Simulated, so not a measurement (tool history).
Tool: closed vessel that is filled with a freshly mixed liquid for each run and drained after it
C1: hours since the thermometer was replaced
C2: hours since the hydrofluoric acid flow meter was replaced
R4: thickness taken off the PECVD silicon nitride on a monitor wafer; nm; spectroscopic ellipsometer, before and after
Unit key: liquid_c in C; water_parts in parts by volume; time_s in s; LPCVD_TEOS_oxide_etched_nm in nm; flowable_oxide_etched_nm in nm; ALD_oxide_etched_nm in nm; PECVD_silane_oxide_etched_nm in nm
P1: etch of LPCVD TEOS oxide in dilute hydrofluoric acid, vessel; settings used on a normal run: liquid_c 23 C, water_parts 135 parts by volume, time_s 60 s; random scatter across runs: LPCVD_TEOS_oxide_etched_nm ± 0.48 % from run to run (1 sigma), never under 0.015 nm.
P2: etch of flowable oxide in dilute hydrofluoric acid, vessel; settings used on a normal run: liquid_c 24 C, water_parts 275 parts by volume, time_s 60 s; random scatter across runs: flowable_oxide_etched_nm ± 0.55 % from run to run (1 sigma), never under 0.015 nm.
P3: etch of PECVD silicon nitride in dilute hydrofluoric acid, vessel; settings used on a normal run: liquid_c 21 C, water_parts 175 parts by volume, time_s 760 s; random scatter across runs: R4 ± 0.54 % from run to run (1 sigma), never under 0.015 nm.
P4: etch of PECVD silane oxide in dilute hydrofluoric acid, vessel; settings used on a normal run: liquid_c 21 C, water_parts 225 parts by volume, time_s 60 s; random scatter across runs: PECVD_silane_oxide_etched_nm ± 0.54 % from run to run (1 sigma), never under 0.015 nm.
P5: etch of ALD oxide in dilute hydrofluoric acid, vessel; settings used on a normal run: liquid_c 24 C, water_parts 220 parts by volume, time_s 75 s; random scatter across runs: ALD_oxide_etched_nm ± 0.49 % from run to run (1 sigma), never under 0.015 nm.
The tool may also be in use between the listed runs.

run 1 day=0.375 | process=P1 liquid_c=23 water_parts=135 time_s=60 | C1=1495.9 C2=523.6 | LPCVD_TEOS_oxide_etched_nm=18.772
run 2 day=0.729 | process=P1 liquid_c=28.5 water_parts=135 time_s=80 | C1=1504.4 C2=532.1 | LPCVD_TEOS_oxide_etched_nm=30.377
run 3 day=1.075 | process=P1 liquid_c=23 water_parts=135 time_s=60 | C1=1512.7 C2=540.4 | LPCVD_TEOS_oxide_etched_nm=18.714
run 4 day=1.421 | process=P2 liquid_c=24 water_parts=505 time_s=60 | C1=1521 C2=548.7 | flowable_oxide_etched_nm=3.7004
run 5 day=1.892 | process=P1 liquid_c=23 water_parts=215 time_s=60 | C1=1532.3 C2=560 | LPCVD_TEOS_oxide_etched_nm=10.676
run 6 day=2.375 | process=P5 liquid_c=24 water_parts=220 time_s=75 | C1=1543.9 C2=571.6 | ALD_oxide_etched_nm=7.0832
run 7 day=2.792 | process=P1 liquid_c=23 water_parts=50 time_s=95 | C1=1553.9 C2=581.6 | LPCVD_TEOS_oxide_etched_nm=87.781
run 8 day=3.067 | process=P3 liquid_c=21 water_parts=30 time_s=760 | C1=1560.5 C2=588.2 | R4=34.379
run 9 day=3.558 | process=P4 liquid_c=21 water_parts=225 time_s=30 | C1=1572.3 C2=600 | PECVD_silane_oxide_etched_nm=3.1842
run 10 day=3.9 | process=P1 liquid_c=27.5 water_parts=135 time_s=60 | C1=1580.5 C2=608.2 | LPCVD_TEOS_oxide_etched_nm=21.934
run 11 day=4.288 | process=P5 liquid_c=24 water_parts=220 time_s=30 | C1=1589.8 C2=617.5 | ALD_oxide_etched_nm=2.819
run 12 day=4.554 | process=P1 liquid_c=23 water_parts=135 time_s=60 | C1=1596.2 C2=623.9 | LPCVD_TEOS_oxide_etched_nm=18.723
run 13 day=5.062 | process=P3 liquid_c=21 water_parts=175 time_s=115 | C1=1608.4 C2=636.1 | R4=0.92789
run 14 day=5.567 | process=P1 liquid_c=23 water_parts=135 time_s=95 | C1=1620.5 C2=648.2 | LPCVD_TEOS_oxide_etched_nm=29.606
run 15 day=5.975 | process=P3 liquid_c=17 water_parts=175 time_s=760 | C1=1630.3 C2=658 | R4=4.757
run 16 day=6.354 | process=P1 liquid_c=17 water_parts=135 time_s=60 | C1=1639.4 C2=667.1 | LPCVD_TEOS_oxide_etched_nm=14.607
run 17 day=6.796 | process=P4 liquid_c=21 water_parts=225 time_s=60 | C1=1650 C2=677.7 | PECVD_silane_oxide_etched_nm=6.3308
run 18 day=7.058 | process=P1 liquid_c=23 water_parts=135 time_s=60 | C1=1656.3 C2=684 | LPCVD_TEOS_oxide_etched_nm=18.739
run 19 day=7.617 | process=P3 liquid_c=21 water_parts=175 time_s=760 | C1=1669.7 C2=697.4 | R4=6.1714
run 20 day=8.158 | process=P4 liquid_c=21 water_parts=375 time_s=60 | C1=1682.7 C2=710.4 | PECVD_silane_oxide_etched_nm=3.2564
run 21 day=8.608 | process=P2 liquid_c=24 water_parts=275 time_s=30 | C1=1693.5 C2=721.2 | flowable_oxide_etched_nm=4.2009
run 22 day=9.108 | process=P2 liquid_c=24 water_parts=275 time_s=60 | C1=1705.5 C2=733.2 | flowable_oxide_etched_nm=8.2164
run 23 day=9.571 | process=P4 liquid_c=26.5 water_parts=225 time_s=60 | C1=1716.6 C2=744.3 | PECVD_silane_oxide_etched_nm=7.7475
run 24 day=10.146 | process=P1 liquid_c=23 water_parts=135 time_s=60 | C1=1730.4 C2=758.1 | LPCVD_TEOS_oxide_etched_nm=18.536
run 25 day=10.446 | process=P1 liquid_c=23 water_parts=135 time_s=60 | C1=1737.6 C2=765.3 | LPCVD_TEOS_oxide_etched_nm=18.546
run 26 day=10.829 | process=P1 liquid_c=23 water_parts=75 time_s=60 | C1=1746.8 C2=774.5 | LPCVD_TEOS_oxide_etched_nm=36.094
run 27 day=11.175 | process=P3 liquid_c=21 water_parts=175 time_s=760 | C1=1755.1 C2=782.8 | R4=6.2055
run 28 day=11.496 | process=P1 liquid_c=23 water_parts=135 time_s=60 | C1=1762.8 C2=790.5 | LPCVD_TEOS_oxide_etched_nm=18.559
run 29 day=12.05 | process=P5 liquid_c=24 water_parts=220 time_s=75 | C1=1776.1 C2=803.8 | ALD_oxide_etched_nm=7.0446
run 30 day=12.546 | process=P5 liquid_c=24 water_parts=115 time_s=75 | C1=1788 C2=815.7 | ALD_oxide_etched_nm=15.035
run 31 day=12.95 | process=P2 liquid_c=17 water_parts=275 time_s=60 | C1=1797.7 C2=825.4 | flowable_oxide_etched_nm=6.4055
run 32 day=13.504 | process=P4 liquid_c=21 water_parts=225 time_s=60 | C1=1811 C2=838.7 | PECVD_silane_oxide_etched_nm=6.2822
run 33 day=14.033 | process=P5 liquid_c=31 water_parts=220 time_s=75 | C1=1823.7 C2=851.4 | ALD_oxide_etched_nm=9.0707
run 34 day=14.354 | process=P1 liquid_c=23 water_parts=135 time_s=30 | C1=1831.4 C2=859.1 | LPCVD_TEOS_oxide_etched_nm=9.3768
run 35 day=14.771 | process=P1 liquid_c=23 water_parts=135 time_s=60 | C1=1841.4 C2=869.1 | LPCVD_TEOS_oxide_etched_nm=18.508
run 36 day=15.117 | process=P1 liquid_c=23 water_parts=135 time_s=60 | C1=1849.7 C2=877.4 | LPCVD_TEOS_oxide_etched_nm=18.864
run 37 day=15.625 | process=P1 liquid_c=23 water_parts=135 time_s=60 | C1=1861.9 C2=889.6 | LPCVD_TEOS_oxide_etched_nm=19.349
run 38 day=16.012 | process=P1 liquid_c=23 water_parts=135 time_s=60 | C1=1871.2 C2=898.9 | LPCVD_TEOS_oxide_etched_nm=19.472
run 39 day=16.292 | process=P1 liquid_c=23 water_parts=135 time_s=60 | C1=1877.9 C2=905.6 | LPCVD_TEOS_oxide_etched_nm=19.665
run 40 day=16.729 | process=P1 liquid_c=23 water_parts=135 time_s=60 | C1=1888.4 C2=916.1 | LPCVD_TEOS_oxide_etched_nm=19.857
run 41 day=17.283 | process=P1 liquid_c=23 water_parts=135 time_s=60 | C1=1901.7 C2=929.4 | LPCVD_TEOS_oxide_etched_nm=19.899
run 42 day=17.792 | process=P1 liquid_c=23 water_parts=135 time_s=60 | C1=1913.9 C2=941.6 | LPCVD_TEOS_oxide_etched_nm=19.821
run 43 day=18.258 | process=P1 liquid_c=23 water_parts=135 time_s=60 | C1=1925.1 C2=952.8 | LPCVD_TEOS_oxide_etched_nm=19.849
run 44 day=18.708 | process=P1 liquid_c=23 water_parts=135 time_s=60 | C1=1935.9 C2=963.6 | LPCVD_TEOS_oxide_etched_nm=19.916
run 45 day=19.146 | process=P1 liquid_c=23 water_parts=135 time_s=60 | C1=1946.4 C2=974.1 | LPCVD_TEOS_oxide_etched_nm=19.846

The log shows P1 creeping away from where it was. Any of the 2 causes listed here, at the size stated for it, fits the log just as well as the others:
A: hydrofluoric acid flow above the setpoint (%) = 5.9
B: liquid hotter than its thermometer reads (K) = 1.71
The process output started creeping at around day 14.771.

4 check runs are offered, one wafer each, their results left as question marks. Which one tells the causes apart?
run check 1 day=19.583 | process=P4 liquid_c=21 water_parts=290 time_s=30 | PECVD_silane_oxide_etched_nm=?
run check 2 day=19.583 | process=P3 liquid_c=21 water_parts=45 time_s=205 | R4=?
run check 3 day=19.583 | process=P5 liquid_c=24 water_parts=145 time_s=75 | ALD_oxide_etched_nm=?
run check 4 day=19.583 | process=P2 liquid_c=19 water_parts=275 time_s=60 | flowable_oxide_etched_nm=?

Outcome of each check run for each possible cause:
check=check_1 result=PECVD_silane_oxide_etched_nm if_A=2.474 if_B=2.447
check=check_2 result=R4 if_A=6.6359 if_B=7.058
check=check_3 result=ALD_oxide_etched_nm if_A=12.393 if_B=12.372
check=check_4 result=flowable_oxide_etched_nm if_A=7.4254 if_B=7.3686
Smallest distance between any two causes, each pair judged by its most separating result, in per cent: check 1 1.1 %; check 2 6.17 %; check 3 0.16 %; check 4 0.77 %
Of the check runs offered, only check 2 discriminates between the causes; the rest would read about the same regardless of which cause applies.

Check 2 was carried out, with these results: R4 7.0178 nm. Which of the listed causes is responsible?

The correct cause is B, namely: liquid hotter than its thermometer reads (K).
